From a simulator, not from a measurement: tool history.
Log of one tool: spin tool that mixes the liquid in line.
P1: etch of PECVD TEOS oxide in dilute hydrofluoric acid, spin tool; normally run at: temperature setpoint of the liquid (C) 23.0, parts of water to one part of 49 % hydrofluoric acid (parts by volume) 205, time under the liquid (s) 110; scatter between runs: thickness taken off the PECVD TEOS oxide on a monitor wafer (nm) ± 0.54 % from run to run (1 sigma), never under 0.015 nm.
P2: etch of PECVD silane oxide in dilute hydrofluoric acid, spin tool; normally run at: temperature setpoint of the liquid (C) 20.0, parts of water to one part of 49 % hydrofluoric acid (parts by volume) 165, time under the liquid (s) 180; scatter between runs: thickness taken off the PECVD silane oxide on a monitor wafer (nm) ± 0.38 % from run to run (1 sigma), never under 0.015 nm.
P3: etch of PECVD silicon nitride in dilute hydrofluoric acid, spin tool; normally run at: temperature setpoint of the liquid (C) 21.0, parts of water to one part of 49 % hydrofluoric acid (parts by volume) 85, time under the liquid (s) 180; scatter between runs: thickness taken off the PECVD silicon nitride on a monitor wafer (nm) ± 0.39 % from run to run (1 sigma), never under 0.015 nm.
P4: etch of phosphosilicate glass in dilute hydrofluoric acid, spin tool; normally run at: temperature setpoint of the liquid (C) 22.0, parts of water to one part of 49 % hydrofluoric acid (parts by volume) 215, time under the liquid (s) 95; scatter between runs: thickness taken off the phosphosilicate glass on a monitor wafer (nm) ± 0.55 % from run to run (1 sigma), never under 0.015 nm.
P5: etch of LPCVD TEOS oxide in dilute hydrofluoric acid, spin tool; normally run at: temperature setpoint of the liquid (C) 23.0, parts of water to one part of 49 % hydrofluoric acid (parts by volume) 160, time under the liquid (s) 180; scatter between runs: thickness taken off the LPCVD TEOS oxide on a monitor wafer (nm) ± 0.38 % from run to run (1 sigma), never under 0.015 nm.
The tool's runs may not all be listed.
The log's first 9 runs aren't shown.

run,hour,process that ran,temperature setpoint of the liquid (C),parts of water to one part of 49 % hydrofluoric acid (parts by volume),time under the liquid (s),hours since the thermometer was replaced,hours since the hydrofluoric acid flow meter was replaced,thickness taken off the PECVD TEOS oxide on a monitor wafer (nm),thickness taken off the PECVD silane oxide on a monitor wafer (nm),thickness taken off the PECVD silicon nitride on a monitor wafer (nm),thickness taken off the phosphosilicate glass on a monitor wafer (nm),thickness taken off the LPCVD TEOS oxide on a monitor wafer (nm)
10,61.2,P3,21.0,85,180,412.1,1068.9,,,6.5438,,
11,69.2,P1,23.0,370,110,420.1,1076.9,2.42400,,,,
# hour 76.6: thermometer replaced
12,77.6,P4,22.0,215,95,1.0,1085.3,,,,21.3810,
13,85.9,P2,20.0,225,180,9.3,1093.6,,9.2541,,,
14,90.1,P1,23.0,205,110,13.5,1097.8,5.17960,,,,
15,98.9,P4,22.0,120,95,22.3,1106.6,,,,42.3090,
16,106.8,P1,17.0,205,110,30.2,1114.5,4.11140,,,,
17,114.0,P5,23.0,160,15,37.4,1121.7,,,,,1.6244
18,118.3,P1,28.5,205,200,41.7,1126.0,11.42100,,,,
19,124.6,P1,31.0,205,110,48.0,1132.3,6.91550,,,,
20,130.3,P3,21.0,140,180,53.7,1138.0,,,3.9886,,
21,138.1,P2,20.0,165,345,61.5,1145.8,,25.8080,,,
22,143.3,P1,23.0,205,110,66.7,1151.0,5.23260,,,,
23,150.7,P4,22.0,215,35,74.1,1158.4,,,,7.8657,
24,158.4,P2,20.0,165,180,81.8,1166.1,,13.3730,,,
25,163.9,P1,23.0,205,110,87.3,1171.6,5.23260,,,,
26,167.9,P3,17.0,85,180,91.3,1175.6,,,4.9627,,
27,171.9,P1,23.0,135,110,95.3,1179.6,8.45540,,,,
28,178.7,P1,23.0,205,110,102.1,1186.4,5.17200,,,,
29,183.1,P5,23.0,260,180,106.5,1190.8,,,,,10.5010
30,187.5,P1,23.0,205,200,110.9,1195.2,9.44970,,,,
31,193.5,P1,23.0,205,110,116.9,1201.2,5.21010,,,,
32,198.0,P1,23.0,205,110,121.4,1205.7,5.19430,,,,
33,206.1,P1,23.0,205,110,129.5,1213.8,5.04000,,,,

Expected results for the next run?
34,214.8,P1,23.0,205,110,138.2,1222.5,?,,,,

thickness taken off the PECVD TEOS oxide on a monitor wafer (nm): 4.93980
